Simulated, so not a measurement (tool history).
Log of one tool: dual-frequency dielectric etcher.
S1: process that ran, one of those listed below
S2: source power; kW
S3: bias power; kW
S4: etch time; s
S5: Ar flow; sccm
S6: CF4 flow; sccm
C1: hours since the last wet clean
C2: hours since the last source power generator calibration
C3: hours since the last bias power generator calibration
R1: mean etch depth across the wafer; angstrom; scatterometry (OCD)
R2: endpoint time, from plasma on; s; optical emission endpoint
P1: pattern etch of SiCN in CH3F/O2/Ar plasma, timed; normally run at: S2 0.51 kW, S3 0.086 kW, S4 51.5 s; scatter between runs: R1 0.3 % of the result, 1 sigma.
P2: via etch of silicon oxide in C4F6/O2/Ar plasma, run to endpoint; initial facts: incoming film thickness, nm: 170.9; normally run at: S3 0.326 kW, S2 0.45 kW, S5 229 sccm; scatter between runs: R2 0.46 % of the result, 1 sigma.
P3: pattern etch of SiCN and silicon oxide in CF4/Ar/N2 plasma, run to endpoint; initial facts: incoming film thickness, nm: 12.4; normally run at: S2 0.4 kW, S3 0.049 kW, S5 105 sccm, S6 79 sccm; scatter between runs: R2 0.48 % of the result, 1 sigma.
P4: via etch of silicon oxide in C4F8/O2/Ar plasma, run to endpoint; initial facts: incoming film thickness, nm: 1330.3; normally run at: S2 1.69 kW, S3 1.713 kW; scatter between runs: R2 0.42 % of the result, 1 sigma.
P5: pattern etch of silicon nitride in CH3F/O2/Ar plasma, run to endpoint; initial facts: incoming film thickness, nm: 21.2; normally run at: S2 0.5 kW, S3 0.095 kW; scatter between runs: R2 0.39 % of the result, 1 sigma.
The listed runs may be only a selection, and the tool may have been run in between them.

Run 1, hour 6.7: S1 P1, S2 0.51 kW, S3 0.086 kW, S4 51.5 s; C1 153.5; C2 332.4; C3 1857.5. Result: R1 219.01 angstrom.
Run 2, hour 17.3: S1 P1, S2 0.61 kW, S3 0.086 kW, S4 51.5 s; C1 164.1; C2 343; C3 1868.1. Result: R1 233.82 angstrom.
Run 3, hour 31: S1 P1, S2 0.51 kW, S3 0.086 kW, S4 51.5 s; C1 177.8; C2 356.7; C3 1881.8. Result: R1 220.72 angstrom.
Run 4, hour 40.7: S1 P5, S2 0.5 kW, S3 0.134 kW; C1 187.5; C2 366.4; C3 1891.5. Result: R2 22.134 s.
Run 5, hour 48.3: S1 P1, S2 0.51 kW, S3 0.086 kW, S4 28.5 s; C1 195.1; C2 374; C3 1899.1. Result: R1 121.54 angstrom.
Run 6, hour 56: S1 P1, S2 0.37 kW, S3 0.086 kW, S4 51.5 s; C1 202.8; C2 381.7; C3 1906.8. Result: R1 194.86 angstrom.
Run 7, hour 63.7: S1 P1, S2 0.68 kW, S3 0.058 kW, S4 51.5 s; C1 210.5; C2 389.4; C3 1914.5. Result: R1 213.89 angstrom.
Run 8, hour 73: S1 P5, S2 0.5 kW, S3 0.095 kW; C1 219.8; C2 398.7; C3 1923.8. Result: R2 25.233 s.
Run 9, hour 86.2: S1 P2, S2 0.45 kW, S3 0.326 kW, S5 229 sccm; C1 233; C2 411.9; C3 1937. Result: R2 39.072 s.
Run 10, hour 97: S1 P2, S2 0.58 kW, S3 0.326 kW, S5 229 sccm; C1 243.8; C2 422.7; C3 1947.8. Result: R2 35.44 s.
Run 11, hour 110.5: S1 P1, S2 0.51 kW, S3 0.065 kW, S4 35 s; C1 257.3; C2 436.2; C3 1961.3. Result: R1 135.13 angstrom.
Run 12, hour 120.3: S1 P3, S2 0.4 kW, S3 0.049 kW, S5 105 sccm, S6 79 sccm; C1 267.1; C2 446; C3 1971.1. Result: R2 17.572 s.
Run 13, hour 129: S1 P1, S2 0.51 kW, S3 0.116 kW, S4 51.5 s; C1 275.8; C2 454.7; C3 1979.8. Result: R1 246.8 angstrom.
Run 14, hour 137.4: S1 P2, S2 0.45 kW, S3 0.326 kW, S5 284 sccm; C1 284.2; C2 463.1; C3 1988.2. Result: R2 40.363 s.
Run 15, hour 143.8: S1 P1, S2 0.51 kW, S3 0.086 kW, S4 51.5 s; C1 290.6; C2 469.5; C3 1994.6. Result: R1 219.18 angstrom.
Run 16, hour 156.6: S1 P4, S2 1.69 kW, S3 1.713 kW; C1 303.4; C2 482.3; C3 2007.4. Result: R2 291.66 s.
Run 17, hour 166.1: S1 P2, S2 0.45 kW, S3 0.195 kW, S5 229 sccm; C1 312.9; C2 491.8; C3 2016.9. Result: R2 46.264 s.
Run 18, hour 178: S1 P5, S2 0.5 kW, S3 0.095 kW; C1 324.8; C2 503.7; C3 2028.8. Result: R2 25.234 s.
Run 19, hour 190.5: S1 P5, S2 0.33 kW, S3 0.095 kW; C1 337.3; C2 516.2; C3 2041.3. Result: R2 29.397 s.
Run 20, hour 199.7: S1 P3, S2 0.56 kW, S3 0.049 kW, S5 105 sccm, S6 79 sccm; C1 346.5; C2 525.4; C3 2050.5. Result: R2 12.881 s.

What will run 21 give?
Run 21, hour 211.4: S1 P3, S2 0.4 kW, S3 0.049 kW, S5 136 sccm, S6 79 sccm; C1 358.2; C2 537.1; C3 2062.2. Result: R2 ?.

R2: 18.088 s

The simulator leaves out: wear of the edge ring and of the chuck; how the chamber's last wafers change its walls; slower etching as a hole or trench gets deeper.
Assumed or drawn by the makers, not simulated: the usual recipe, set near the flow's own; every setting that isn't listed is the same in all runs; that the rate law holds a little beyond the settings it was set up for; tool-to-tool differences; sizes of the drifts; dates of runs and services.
